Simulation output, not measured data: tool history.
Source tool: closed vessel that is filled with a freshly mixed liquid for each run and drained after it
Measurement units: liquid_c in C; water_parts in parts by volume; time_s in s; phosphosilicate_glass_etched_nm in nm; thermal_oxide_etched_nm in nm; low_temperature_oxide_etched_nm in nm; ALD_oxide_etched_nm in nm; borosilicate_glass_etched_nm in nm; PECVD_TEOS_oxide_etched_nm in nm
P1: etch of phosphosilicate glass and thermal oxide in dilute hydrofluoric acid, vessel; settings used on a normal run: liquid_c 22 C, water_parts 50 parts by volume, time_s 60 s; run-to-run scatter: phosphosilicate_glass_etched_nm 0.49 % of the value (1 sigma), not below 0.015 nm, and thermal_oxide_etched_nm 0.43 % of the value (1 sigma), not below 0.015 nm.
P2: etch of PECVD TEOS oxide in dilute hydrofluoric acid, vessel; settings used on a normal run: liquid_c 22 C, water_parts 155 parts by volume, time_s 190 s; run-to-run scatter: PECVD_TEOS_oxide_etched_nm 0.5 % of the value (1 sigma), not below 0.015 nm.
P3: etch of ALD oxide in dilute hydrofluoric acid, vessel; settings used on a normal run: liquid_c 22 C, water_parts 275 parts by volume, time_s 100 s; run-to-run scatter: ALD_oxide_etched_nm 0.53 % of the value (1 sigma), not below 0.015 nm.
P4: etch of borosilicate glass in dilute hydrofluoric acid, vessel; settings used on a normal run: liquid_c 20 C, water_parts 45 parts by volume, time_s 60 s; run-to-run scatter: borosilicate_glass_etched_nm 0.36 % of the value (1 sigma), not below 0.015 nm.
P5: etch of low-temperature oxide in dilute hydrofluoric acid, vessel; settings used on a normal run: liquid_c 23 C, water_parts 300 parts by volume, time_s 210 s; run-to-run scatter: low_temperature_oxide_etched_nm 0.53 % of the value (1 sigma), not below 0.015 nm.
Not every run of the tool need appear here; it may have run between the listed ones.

run,hour,process,liquid_c,water_parts,time_s,hours since the thermometer was replaced,hours since the hydrofluoric acid flow meter was replaced,phosphosilicate_glass_etched_nm,thermal_oxide_etched_nm,low_temperature_oxide_etched_nm,ALD_oxide_etched_nm,borosilicate_glass_etched_nm,PECVD_TEOS_oxide_etched_nm
1,5.7,P1,22,50,60,427.2,185.3,104.37,5.7832,,,,
2,14,P5,17.5,300,210,435.5,193.6,,,11.319,,,
3,19.2,P3,22,275,100,440.7,198.8,,,,4.4705,,
4,28.4,P1,22,50,30,449.9,208,52.109,2.8559,,,,
5,34.4,P4,20,70,60,455.9,214,,,,,18.047,
6,41.8,P3,22,275,100,463.3,221.4,,,,4.5034,,
7,51.3,P5,23,300,210,472.8,230.9,,,13.738,,,
8,56.3,P1,22,50,85,477.8,235.9,147.1,8.1541,,,,
9,64.7,P4,24,45,60,486.2,244.3,,,,,33.943,
10,75.5,P1,17,50,60,497,255.1,83.532,4.6671,,,,
11,82.4,P5,23,300,210,503.9,262,,,13.688,,,
12,91.5,P2,22,155,190,513,271.1,,,,,,29.282
13,96.4,P1,22,50,60,517.9,276,104.33,5.8019,,,,
14,104.1,P1,29.5,50,60,525.6,283.7,141.85,7.8126,,,,
15,112.2,P4,20,45,60,533.7,291.8,,,,,28.885,
16,119.2,P1,22,50,60,540.7,298.8,104.17,5.7449,,,,
17,128.9,P2,22,40,190,550.4,308.5,,,,,,130.23
18,139.8,P1,17,50,30,561.3,319.4,41.891,2.3177,,,,
19,149.5,P3,22,275,35,571,329.1,,,,1.5708,,
20,155.6,P5,23,300,345,577.1,335.2,,,22.735,,,
21,163.1,P1,22,50,60,584.6,342.7,103.87,5.8304,,,,
22,172.6,P4,20,45,30,594.1,352.2,,,,,14.376,
23,181.5,P1,22,20,60,603,361.1,271.34,14.944,,,,
24,188.8,P1,22,50,60,610.3,368.4,103.86,5.7164,,,,
25,197.9,P3,22,450,100,619.4,377.5,,,,2.3592,,
26,206.1,P4,20,45,60,627.6,385.7,,,,,28.719,
27,215.7,P3,26,275,100,637.2,395.3,,,,5.1425,,
28,223,P1,22,90,60,644.5,402.6,54.688,3.0591,,,,
29,230.5,P2,30,155,190,652,410.1,,,,,,39.37
30,241.3,P1,22,50,60,662.8,420.9,103.85,5.8019,,,,
31,247.7,P2,22,155,285,669.2,427.3,,,,,,43.819
32,253.9,P5,23,65,210,675.4,433.5,,,81.682,,,
33,262.1,P1,22,50,60,683.6,441.7,104.34,5.7209,,,,
34,269.7,P1,22,50,60,691.2,449.3,99.292,5.5159,,,,
35,277.7,P1,22,50,60,699.2,457.3,97.528,5.3993,,,,
36,289.1,P1,22,50,60,710.6,468.7,95.953,5.3154,,,,
37,296,P1,22,50,60,717.5,475.6,95.577,5.22,,,,
38,304.3,P1,22,50,60,725.8,483.9,95.896,5.2682,,,,
39,309.2,P1,22,50,60,730.7,488.8,95.497,5.2575,,,,

The output of P1 has drifted from where it used to be. Each of the 2 causes below, taken at the size shown beside it, accounts for the log equally well:
A: liquid colder than its thermometer reads (K) = 2.09
B: hydrofluoric acid flow below the setpoint (%) = 7.93
At approximately hour 262.1, the process output began to creep.

You are offered 4 check runs, listed below with question marks in place of their results; each one averages 5 wafers. Which run separates the listed causes by giving clearly different results for each?
check 1,314.1,P5,23,65,310,,,,,?,,,
check 2,314.1,P4,20,70,60,,,,,,,?,
check 3,314.1,P3,22,405,60,,,,,,?,,
check 4,314.1,P2,22,70,265,,,,,,,,?

Expected result of each check under each candidate cause:
check,result,if A,if B
check 1,low_temperature_oxide_etched_nm,111.2,110.84
check 2,borosilicate_glass_etched_nm,16.476,16.454
check 3,ALD_oxide_etched_nm,1.5121,1.4517
check 4,PECVD_TEOS_oxide_etched_nm,91.336,91.05
Smallest distance between any two causes, each pair judged by its most separating result, in per cent: check 1 0.33 %; check 2 0.13 %; check 3 4.07 %; check 4 0.31 %
Of the check runs offered, only check 3 discriminates between the causes; the rest would read about the same regardless of which cause applies.

The results of check 3 are: ALD_oxide_etched_nm 1.5104 nm. Based on these, which of the listed causes is it?

It was cause A: liquid colder than its thermometer reads (K).
